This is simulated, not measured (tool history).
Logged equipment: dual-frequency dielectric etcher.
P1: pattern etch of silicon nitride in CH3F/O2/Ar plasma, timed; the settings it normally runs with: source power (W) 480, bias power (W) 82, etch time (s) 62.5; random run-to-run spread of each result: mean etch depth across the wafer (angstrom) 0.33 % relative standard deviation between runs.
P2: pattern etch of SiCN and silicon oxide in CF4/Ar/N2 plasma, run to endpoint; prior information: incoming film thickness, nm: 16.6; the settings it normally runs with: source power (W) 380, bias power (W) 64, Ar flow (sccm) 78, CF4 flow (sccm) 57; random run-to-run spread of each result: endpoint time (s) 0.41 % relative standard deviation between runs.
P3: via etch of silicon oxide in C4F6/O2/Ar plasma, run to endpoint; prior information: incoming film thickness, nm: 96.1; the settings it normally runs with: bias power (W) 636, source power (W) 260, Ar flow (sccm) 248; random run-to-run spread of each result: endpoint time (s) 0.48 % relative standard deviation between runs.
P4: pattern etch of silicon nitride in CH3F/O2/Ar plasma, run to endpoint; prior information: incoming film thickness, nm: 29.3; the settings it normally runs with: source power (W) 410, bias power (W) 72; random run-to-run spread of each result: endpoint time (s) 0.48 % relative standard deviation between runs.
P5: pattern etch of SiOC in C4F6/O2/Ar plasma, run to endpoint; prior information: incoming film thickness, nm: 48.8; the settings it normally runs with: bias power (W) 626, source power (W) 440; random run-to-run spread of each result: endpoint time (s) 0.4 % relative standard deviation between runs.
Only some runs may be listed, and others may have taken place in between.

| run | day | process that ran | source power (W) | bias power (W) | etch time (s) | Ar flow (sccm) | CF4 flow (sccm) | hours since the last wet clean | hours since the last source power generator calibration | hours since the last bias power generator calibration | mean etch depth across the wafer (angstrom) | endpoint time (s) |
|---|---|---|---|---|---|---|---|---|---|---|---|---|
| 1 | 0.362 | P1 | 480 | 82 | 62.5 |  |  | 289.4 | 2273.2 | 1149.4 | 497.93 |  |
| 2 | 0.788 | P1 | 630 | 82 | 62.5 |  |  | 299.6 | 2283.4 | 1159.6 | 551.24 |  |
| 3 | 1.271 | P4 | 560 | 72 |  |  |  | 311.2 | 2295 | 1171.2 |  | 37.024 |
| 4 | 1.729 | P1 | 310 | 82 | 62.5 |  |  | 322.2 | 2306 | 1182.2 | 423.16 |  |
| 5 | 2.175 | P5 | 440 | 876 |  |  |  | 332.9 | 2316.7 | 1192.9 |  | 13.149 |
| 6 | 2.829 | P3 | 260 | 636 |  | 248 |  | 348.6 | 2332.4 | 1208.6 |  | 22.013 |
| 7 | 3.271 | P1 | 480 | 82 | 87 |  |  | 359.2 | 2343 | 1219.2 | 691.52 |  |
| 8 | 3.767 | P1 | 480 | 82 | 62.5 |  |  | 371.1 | 2354.9 | 1231.1 | 494.39 |  |
| 9 | 4.096 | P4 | 410 | 72 |  |  |  | 379 | 2362.8 | 1239 |  | 41.838 |
| 10 | 4.4 | P1 | 480 | 82 | 62.5 |  |  | 386.3 | 2370.1 | 1246.3 | 496.53 |  |
| 11 | 4.879 | P5 | 350 | 626 |  |  |  | 397.8 | 2381.6 | 1257.8 |  | 16.247 |
| 12 | 5.5 | P1 | 480 | 65 | 62.5 |  |  | 412.7 | 2396.5 | 1272.7 | 459.1 |  |
| 13 | 5.971 | P1 | 480 | 82 | 62.5 |  |  | 424 | 2407.8 | 1284 | 494.79 |  |
| 14 | 6.375 | P5 | 440 | 626 |  |  |  | 433.7 | 2417.5 | 1293.7 |  | 15.014 |
| 15 | 6.771 | P3 | 260 | 843 |  | 248 |  | 443.2 | 2427 | 1303.2 |  | 19.787 |
| 16 | 7.371 | P3 | 260 | 636 |  | 248 |  | 457.6 | 2441.4 | 1317.6 |  | 22.169 |
| 17 | 7.971 | P4 | 410 | 72 |  |  |  | 472 | 2455.8 | 1332 |  | 41.271 |
| 18 | 8.379 | P1 | 480 | 99 | 62.5 |  |  | 481.8 | 2465.6 | 1341.8 | 532.13 |  |
| 19 | 8.946 | P2 | 380 | 64 |  | 78 | 72 | 495.4 | 2479.2 | 1355.4 |  | 22.748 |
| 20 | 9.321 | P2 | 380 | 64 |  | 46 | 57 | 504.4 | 2488.2 | 1364.4 |  | 21.964 |

Estimate the outcome of run 21 from the log above:
| 21 | 9.775 | P1 | 480 | 82 | 46.5 |  |  | 515.3 | 2499.1 | 1375.3 | ? |  |

{"run 21": {"mean etch depth across the wafer (angstrom)": 370.5}}
